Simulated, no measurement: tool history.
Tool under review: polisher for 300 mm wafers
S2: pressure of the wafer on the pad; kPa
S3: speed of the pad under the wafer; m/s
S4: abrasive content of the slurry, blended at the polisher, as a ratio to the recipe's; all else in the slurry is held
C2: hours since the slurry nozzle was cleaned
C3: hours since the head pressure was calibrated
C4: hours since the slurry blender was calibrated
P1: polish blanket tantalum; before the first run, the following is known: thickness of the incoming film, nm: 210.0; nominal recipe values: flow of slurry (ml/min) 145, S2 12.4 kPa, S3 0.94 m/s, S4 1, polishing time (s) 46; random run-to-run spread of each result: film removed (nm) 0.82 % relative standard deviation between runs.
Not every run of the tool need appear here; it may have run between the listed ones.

run 1 hour=9.5 | flow_of_slurry_(ml/min)=145 S2=12.4 S3=0.94 S4=1 polishing_time_(s)=46 | wafers_polished_on_this_pad=406 C2=461.7 C3=389.2 C4=187.2 | film_removed_(nm)=54.837
run 2 hour=22.3 | flow_of_slurry_(ml/min)=145 S2=12.4 S3=0.94 S4=1.2 polishing_time_(s)=46 | wafers_polished_on_this_pad=505 C2=474.5 C3=402 C4=200 | film_removed_(nm)=56.83
run 3 hour=31 | flow_of_slurry_(ml/min)=145 S2=12.4 S3=0.94 S4=1 polishing_time_(s)=46 | wafers_polished_on_this_pad=572 C2=483.2 C3=410.7 C4=208.7 | film_removed_(nm)=54.96
run 4 hour=39.4 | flow_of_slurry_(ml/min)=145 S2=12.4 S3=0.94 S4=1 polishing_time_(s)=46 | wafers_polished_on_this_pad=637 C2=491.6 C3=419.1 C4=217.1 | film_removed_(nm)=55.353
run 5 hour=48.3 | flow_of_slurry_(ml/min)=145 S2=12.4 S3=0.94 S4=1 polishing_time_(s)=21 | wafers_polished_on_this_pad=706 C2=500.5 C3=428 C4=226 | film_removed_(nm)=25.06
run 6 hour=59.4 | flow_of_slurry_(ml/min)=145 S2=12.4 S3=0.94 S4=1 polishing_time_(s)=67 | wafers_polished_on_this_pad=791 C2=511.6 C3=439.1 C4=237.1 | film_removed_(nm)=80.133
run 7 hour=66.2 | flow_of_slurry_(ml/min)=85 S2=12.4 S3=0.94 S4=0.75 polishing_time_(s)=46 | wafers_polished_on_this_pad=844 C2=518.4 C3=445.9 C4=243.9 | film_removed_(nm)=43.529
run 8 hour=79.5 | flow_of_slurry_(ml/min)=145 S2=17.2 S3=0.94 S4=1 polishing_time_(s)=46 | wafers_polished_on_this_pad=947 C2=531.7 C3=459.2 C4=257.2 | film_removed_(nm)=75.347
run 9 hour=87.5 | flow_of_slurry_(ml/min)=145 S2=7.6 S3=0.94 S4=1 polishing_time_(s)=46 | wafers_polished_on_this_pad=1009 C2=539.7 C3=467.2 C4=265.2 | film_removed_(nm)=33.62
run 10 hour=99.3 | flow_of_slurry_(ml/min)=180 S2=12.4 S3=0.94 S4=1 polishing_time_(s)=46 | wafers_polished_on_this_pad=1100 C2=551.5 C3=479 C4=277 | film_removed_(nm)=56.039
run 11 hour=110.5 | flow_of_slurry_(ml/min)=145 S2=12.4 S3=1.34 S4=1 polishing_time_(s)=46 | wafers_polished_on_this_pad=1187 C2=562.7 C3=490.2 C4=288.2 | film_removed_(nm)=77.455
run 12 hour=118.7 | flow_of_slurry_(ml/min)=145 S2=12.4 S3=0.94 S4=0.5 polishing_time_(s)=46 | wafers_polished_on_this_pad=1250 C2=570.9 C3=498.4 C4=296.4 | film_removed_(nm)=42.709
run 13 hour=127.8 | flow_of_slurry_(ml/min)=90 S2=12.4 S3=0.94 S4=1 polishing_time_(s)=46 | wafers_polished_on_this_pad=1320 C2=580 C3=507.5 C4=305.5 | film_removed_(nm)=48.655
run 14 hour=141.5 | flow_of_slurry_(ml/min)=145 S2=12.4 S3=0.94 S4=1 polishing_time_(s)=46 | wafers_polished_on_this_pad=1426 C2=593.7 C3=521.2 C4=319.2 | film_removed_(nm)=54.561
run 15 hour=148.1 | flow_of_slurry_(ml/min)=145 S2=12.4 S3=0.58 S4=1 polishing_time_(s)=46 | wafers_polished_on_this_pad=1477 C2=600.3 C3=527.8 C4=325.8 | film_removed_(nm)=33.602
run 16 hour=159.2 | flow_of_slurry_(ml/min)=145 S2=12.4 S3=0.94 S4=1 polishing_time_(s)=46 | wafers_polished_on_this_pad=1563 C2=611.4 C3=538.9 C4=336.9 | film_removed_(nm)=54.885
run 17 hour=168.8 | flow_of_slurry_(ml/min)=145 S2=12.4 S3=0.94 S4=1 polishing_time_(s)=46 | wafers_polished_on_this_pad=1637 C2=621 C3=548.5 C4=346.5 | film_removed_(nm)=52.777
run 18 hour=176.3 | flow_of_slurry_(ml/min)=145 S2=12.4 S3=0.94 S4=1 polishing_time_(s)=46 | wafers_polished_on_this_pad=1695 C2=628.5 C3=556 C4=354 | film_removed_(nm)=50.788
-- hour=179.3 slurry nozzle cleaned
run 19 hour=182.6 | flow_of_slurry_(ml/min)=145 S2=12.4 S3=0.94 S4=1 polishing_time_(s)=46 | wafers_polished_on_this_pad=1744 C2=3.4 C3=562.3 C4=360.3 | film_removed_(nm)=51.14

Run 20, settings as shown, results not yet in. Your forecast:
run 20 hour=191.4 | flow_of_slurry_(ml/min)=145 S2=12.4 S3=0.94 S4=1 polishing_time_(s)=46 | wafers_polished_on_this_pad=1812 C2=12.2 C3=571.1 C4=369.1 | film_removed_(nm)=?

Logged for run 20: film removed (nm) 50.857.
